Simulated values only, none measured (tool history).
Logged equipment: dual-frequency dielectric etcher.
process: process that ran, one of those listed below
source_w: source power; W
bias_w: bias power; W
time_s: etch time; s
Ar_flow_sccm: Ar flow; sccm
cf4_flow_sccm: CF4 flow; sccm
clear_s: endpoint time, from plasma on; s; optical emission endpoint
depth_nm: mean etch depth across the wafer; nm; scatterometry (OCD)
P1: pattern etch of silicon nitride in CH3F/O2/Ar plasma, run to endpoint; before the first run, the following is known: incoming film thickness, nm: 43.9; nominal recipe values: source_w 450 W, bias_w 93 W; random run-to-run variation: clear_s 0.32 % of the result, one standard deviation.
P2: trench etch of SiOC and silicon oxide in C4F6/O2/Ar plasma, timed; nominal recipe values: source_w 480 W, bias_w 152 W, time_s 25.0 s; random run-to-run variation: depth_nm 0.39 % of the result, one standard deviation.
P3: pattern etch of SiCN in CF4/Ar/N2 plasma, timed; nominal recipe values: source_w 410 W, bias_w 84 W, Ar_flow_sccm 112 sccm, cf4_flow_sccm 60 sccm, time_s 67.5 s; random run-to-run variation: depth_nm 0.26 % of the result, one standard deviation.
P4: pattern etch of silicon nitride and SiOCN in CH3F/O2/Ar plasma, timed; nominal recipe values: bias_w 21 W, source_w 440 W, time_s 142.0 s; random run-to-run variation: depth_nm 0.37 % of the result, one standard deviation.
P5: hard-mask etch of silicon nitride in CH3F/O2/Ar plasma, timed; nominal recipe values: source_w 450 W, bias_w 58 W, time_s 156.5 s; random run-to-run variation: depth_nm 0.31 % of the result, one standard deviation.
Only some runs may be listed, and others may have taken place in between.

run	hour	process	source_w	bias_w	time_s	Ar_flow_sccm	cf4_flow_sccm	clear_s	depth_nm
1	2.1	P1	450	93				53.769	
2	6.0	P4	440	15	142.0				16.653
3	8.8	P2	480	152	14.0				28.464
4	12.7	P1	450	66				61.300	
5	16.2	P3	540	84	67.5	112	60		67.394
6	18.9	P4	440	21	212.5				28.745
7	22.8	P3	410	84	67.5	112	83		55.238
8	26.9	P4	590	21	142.0				21.277
9	30.8	P1	450	93				53.977	
10	35.1	P4	440	21	142.0				19.086
11	38.5	P5	450	75	156.5				112.860
12	42.2	P5	450	58	199.5				132.640
13	45.8	P3	410	84	67.5	112	60		53.053
14	49.9	P5	450	58	156.5				103.990
15	52.7	P1	590	93				48.733	
16	56.6	P1	450	93				54.173	
17	59.5	P3	410	84	49.0	112	60		38.510
18	63.6	P3	410	84	67.5	112	60		52.811
19	66.1	P1	450	93				54.201	
20	70.3	P1	610	114				44.893	
21	74.2	P3	410	52	67.5	112	60		44.488
22	77.5	P2	480	152	25.0				50.794
23	80.6	P1	610	121				44.010	
24	83.3	P3	410	84	67.5	140	60		50.955
25	86.2	P5	540	58	156.5				111.350
26	90.0	P2	640	152	25.0				57.269
# hour 92.5: wet clean of the chamber
27	93.4	P1	270	93				65.542	
28	95.3	P1	530	63				58.168	
29	98.1	P1	450	93				54.133	
30	101.8	P1	450	93				54.312	
31	105.9	P1	450	113				50.254	
32	109.8	P2	480	207	25.0				55.892
33	112.4	P1	450	93				53.753	
34	115.2	P1	450	93				54.445	
35	119.2	P1	450	93				54.466	
# hour 120.7: wet clean of the chamber
36	122.8	P1	450	93				55.316	
37	126.7	P1	450	93				54.811	
38	129.5	P1	450	93				55.189	
39	133.2	P1	450	93				54.964	

What P1 gives has crept off from where it sat before. The 2 causes that follow fit the log equally well, each at the size noted:
A: source power that arrives under what is set, % = 4.65
B: bias power that arrives under what is set, % = 4.86
Onset of the creep was near hour 112.4.
Other possible causes, and why each is ruled out:
chamber walls in a state that lowers the etch rate, %: serviced at hour 120.7, which brought nothing back

Of the 4 check runs listed below, each run on one wafer and each result written as a question mark, which would let you distinguish the listed causes because they would give clearly different results?
check 1	136.9	P3	510	84	67.5	112	82		?
check 2	136.9	P2	630	152	15.0				?
check 3	136.9	P5	530	58	156.5				?
check 4	136.9	P4	510	21	202.5				?

If the cause were each of the candidates in turn, the checks would give the following:
check	result	if A	if B
check 1	depth_nm	64.137	65.712
check 2	depth_nm	33.291	33.438
check 3	depth_nm	108.860	109.160
check 4	depth_nm	28.248	28.116
Per-check spread between the two closest causes, in the result where they differ most: check 1 2.43 %; check 2 0.44 %; check 3 0.27 %; check 4 0.47 %
Only check 1 tells the causes apart: in the others they would give nearly the same result.

Check 1 has now been run. It gave: depth_nm 66.058 nm. Which of the candidate causes is it?

The correct cause is B, namely: bias power that arrives under what is set, %.
